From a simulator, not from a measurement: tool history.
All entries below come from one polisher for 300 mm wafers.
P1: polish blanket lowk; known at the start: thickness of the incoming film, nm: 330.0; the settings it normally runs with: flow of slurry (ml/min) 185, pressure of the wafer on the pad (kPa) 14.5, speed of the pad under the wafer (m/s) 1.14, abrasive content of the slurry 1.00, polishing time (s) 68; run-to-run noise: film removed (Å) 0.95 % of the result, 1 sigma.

run,hour,flow of slurry (ml/min),pressure of the wafer on the pad (kPa),speed of the pad under the wafer (m/s),abrasive content of the slurry,polishing time (s),wafers polished on this pad,hours since the slurry nozzle was cleaned,hours since the head pressure was calibrated,hours since the slurry blender was calibrated,hours since the conditioning disc was replaced,film removed (Å)
1,4.6,185,14.5,1.14,1.00,68,197,352.7,276.1,215.5,127.1,335.03
2,8.8,185,14.5,1.14,1.00,68,249,356.9,280.3,219.7,131.3,340.06
3,14.7,185,14.5,1.14,1.00,68,322,362.8,286.2,225.6,137.2,334.63
4,20.7,185,14.5,1.14,1.00,68,396,368.8,292.2,231.6,143.2,333.83
5,24.6,185,14.5,1.14,1.35,68,445,372.7,296.1,235.5,147.1,389.48
6,27.9,185,6.9,1.14,1.00,68,485,376.0,299.4,238.8,150.4,162.53
7,34.5,185,14.5,1.14,1.00,35,567,382.6,306.0,245.4,157.0,173.42
# hour 38.2: slurry blender recalibrated
8,40.7,185,14.5,1.14,1.00,68,644,388.8,312.2,2.6,163.2,336.06
9,43.9,285,14.5,1.14,1.00,68,684,392.0,315.4,5.8,166.4,358.43
10,50.4,185,14.5,1.14,1.00,99,764,398.5,321.9,12.3,172.9,486.45
11,54.6,110,14.5,1.14,1.00,68,816,402.7,326.1,16.5,177.1,307.89
12,59.3,185,19.3,1.14,1.00,68,875,407.4,330.8,21.2,181.8,453.49
# hour 62.3: head pressure recalibrated
13,65.5,185,14.5,1.46,1.00,68,952,413.6,3.3,27.4,188.0,409.14
14,69.3,185,14.5,0.80,1.00,68,999,417.4,7.1,31.2,191.8,259.57
15,74.1,185,14.5,1.14,0.55,68,1058,422.2,11.9,36.0,196.6,243.56
16,78.2,185,22.1,1.14,1.00,99,1109,426.3,16.0,40.1,200.7,739.15

Run 17, settings as shown, results not yet in. Your forecast:
17,81.9,185,14.5,1.14,1.00,68,1155,430.0,19.7,43.8,204.4,?

{"run 17": {"film removed (Å)": 343.96}}
